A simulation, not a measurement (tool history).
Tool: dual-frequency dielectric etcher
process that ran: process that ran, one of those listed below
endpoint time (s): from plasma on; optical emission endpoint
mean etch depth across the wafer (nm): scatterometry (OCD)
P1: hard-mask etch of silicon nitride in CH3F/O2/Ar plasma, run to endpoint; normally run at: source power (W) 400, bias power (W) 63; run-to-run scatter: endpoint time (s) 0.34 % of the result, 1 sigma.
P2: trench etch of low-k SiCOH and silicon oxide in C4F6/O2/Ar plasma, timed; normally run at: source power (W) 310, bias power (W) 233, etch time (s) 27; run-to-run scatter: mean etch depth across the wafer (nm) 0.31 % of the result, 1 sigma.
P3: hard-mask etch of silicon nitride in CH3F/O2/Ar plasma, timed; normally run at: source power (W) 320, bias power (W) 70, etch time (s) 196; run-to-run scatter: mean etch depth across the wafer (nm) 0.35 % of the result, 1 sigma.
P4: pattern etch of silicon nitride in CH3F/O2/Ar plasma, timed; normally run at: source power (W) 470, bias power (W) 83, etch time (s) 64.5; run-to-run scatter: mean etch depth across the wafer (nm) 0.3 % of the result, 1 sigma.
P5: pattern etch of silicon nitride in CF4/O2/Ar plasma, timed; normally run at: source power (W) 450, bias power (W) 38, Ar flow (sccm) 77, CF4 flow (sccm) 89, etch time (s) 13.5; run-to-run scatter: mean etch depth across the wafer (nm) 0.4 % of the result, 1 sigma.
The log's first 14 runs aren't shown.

run	hour	process that ran	source power (W)	bias power (W)	etch time (s)	Ar flow (sccm)	CF4 flow (sccm)	hours since the last wet clean	hours since the last source power generator calibration	hours since the last bias power generator calibration	endpoint time (s)	mean etch depth across the wafer (nm)
15	187.3	P1	240	63				440.9	1391.5	712.8	77.739	
16	204.4	P2	440	233	27			458	1408.6	729.9		93.592
17	213.2	P2	310	150	27			466.8	1417.4	738.7		70.889
18	229.6	P4	470	83	64.5			483.2	1433.8	755.1		50.483
19	238.4	P4	470	116	64.5			492	1442.6	763.9		57.294
20	250.4	P1	400	63				504	1454.6	775.9	64.487	
21	261.1	P4	470	83	89			514.7	1465.3	786.6		69.77
22	269.4	P5	450	38	13.5	77	89	523	1473.6	794.9		21.265
23	285.9	P1	400	63				539.5	1490.1	811.4	64.552	
24	296.7	P1	400	40				550.3	1500.9	822.2	74.186	
25	311.4	P5	450	38	13.5	77	57	565	1515.6	836.9		19.934
26	324.9	P1	500	63				578.5	1529.1	850.4	59.1	
27	340.6	P1	400	87				594.2	1544.8	866.1	57.191	
28	350.7	P3	320	70	196			604.3	1554.9	876.2		126.33
29	366.8	P1	400	63				620.4	1571	892.3	63.963	

Run 30 comes next. What will it give?
30	383.8	P1	400	63				637.4	1588	909.3	?	

Run 30 gave endpoint time (s) 64.581.
